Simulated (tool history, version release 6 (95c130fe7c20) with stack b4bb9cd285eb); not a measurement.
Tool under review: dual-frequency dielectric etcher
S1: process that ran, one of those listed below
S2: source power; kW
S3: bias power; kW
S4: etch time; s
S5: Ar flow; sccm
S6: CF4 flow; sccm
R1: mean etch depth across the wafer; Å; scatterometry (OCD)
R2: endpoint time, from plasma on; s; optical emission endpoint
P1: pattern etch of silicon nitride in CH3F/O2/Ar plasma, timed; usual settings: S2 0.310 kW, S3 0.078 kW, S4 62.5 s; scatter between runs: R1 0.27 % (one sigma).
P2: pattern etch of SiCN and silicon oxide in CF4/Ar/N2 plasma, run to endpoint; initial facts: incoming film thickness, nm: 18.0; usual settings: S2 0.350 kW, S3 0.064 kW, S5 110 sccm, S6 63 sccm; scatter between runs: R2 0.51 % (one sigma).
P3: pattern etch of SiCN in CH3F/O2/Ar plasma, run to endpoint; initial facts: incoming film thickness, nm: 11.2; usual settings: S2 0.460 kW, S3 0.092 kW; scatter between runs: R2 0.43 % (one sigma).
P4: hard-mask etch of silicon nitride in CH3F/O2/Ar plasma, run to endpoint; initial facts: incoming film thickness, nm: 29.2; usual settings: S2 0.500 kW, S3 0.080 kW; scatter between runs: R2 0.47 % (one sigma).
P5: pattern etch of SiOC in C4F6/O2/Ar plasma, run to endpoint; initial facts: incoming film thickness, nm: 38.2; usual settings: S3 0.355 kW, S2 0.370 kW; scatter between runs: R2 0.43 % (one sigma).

run	hour	S1	S2	S3	S4	S5	S6	R1	R2
1	5.5	P1	0.310	0.078	62.5			401.22	
2	12.2	P4	0.500	0.053					43.154
3	17.1	P1	0.310	0.078	62.5			404.32	
4	24.9	P1	0.310	0.078	62.5			401.33	
5	33.6	P3	0.580	0.092					23.661
6	38.9	P2	0.350	0.064		110	63		27.259
7	43.6	P1	0.200	0.078	62.5			342.80	
8	47.9	P1	0.310	0.078	39.5			254.66	
9	52.1	P4	0.690	0.080					32.931
10	56.0	P2	0.350	0.041		110	63		31.592
11	62.1	P1	0.240	0.078	84.5			495.25	
12	69.4	P5	0.370	0.494					12.835
13	76.1	P1	0.310	0.078	62.5			402.62	
14	84.9	P5	0.460	0.355					13.418
15	90.0	P1	0.310	0.078	62.5			403.61	
16	95.8	P1	0.310	0.078	81.5			527.30	
17	103.1	P3	0.460	0.092					26.070
18	110.1	P1	0.310	0.056	62.5			359.78	
19	114.8	P5	0.370	0.355					14.504
20	122.5	P2	0.230	0.064		110	63		39.334
21	128.8	P2	0.350	0.064		110	63		27.544
22	137.7	P1	0.410	0.078	62.5			444.45	
23	142.8	P2	0.350	0.064		87	63		26.421
24	151.5	P1	0.310	0.078	62.5			403.65	
25	160.2	P1	0.380	0.095	62.5			465.62	
26	169.0	P3	0.460	0.092					25.932
27	174.0	P2	0.350	0.064		110	86		25.749
28	181.6	P4	0.500	0.080					37.370
29	185.7	P1	0.310	0.078	62.5			403.67	
30	193.0	P1	0.310	0.106	75.5			546.25	
31	200.9	P1	0.310	0.110	62.5			460.02	
32	206.4	P3	0.460	0.110					24.266
33	210.4	P1	0.310	0.078	62.5			403.28	
34	214.6	P1	0.310	0.078	62.5			405.02	
35	221.1	P1	0.310	0.078	62.5			406.41	
36	225.0	P1	0.310	0.078	62.5			405.58	

Run 37 comes next. What will it give?
37	231.9	P1	0.310	0.078	62.5			?	

Logged for run 37: R1 408.78 Å.

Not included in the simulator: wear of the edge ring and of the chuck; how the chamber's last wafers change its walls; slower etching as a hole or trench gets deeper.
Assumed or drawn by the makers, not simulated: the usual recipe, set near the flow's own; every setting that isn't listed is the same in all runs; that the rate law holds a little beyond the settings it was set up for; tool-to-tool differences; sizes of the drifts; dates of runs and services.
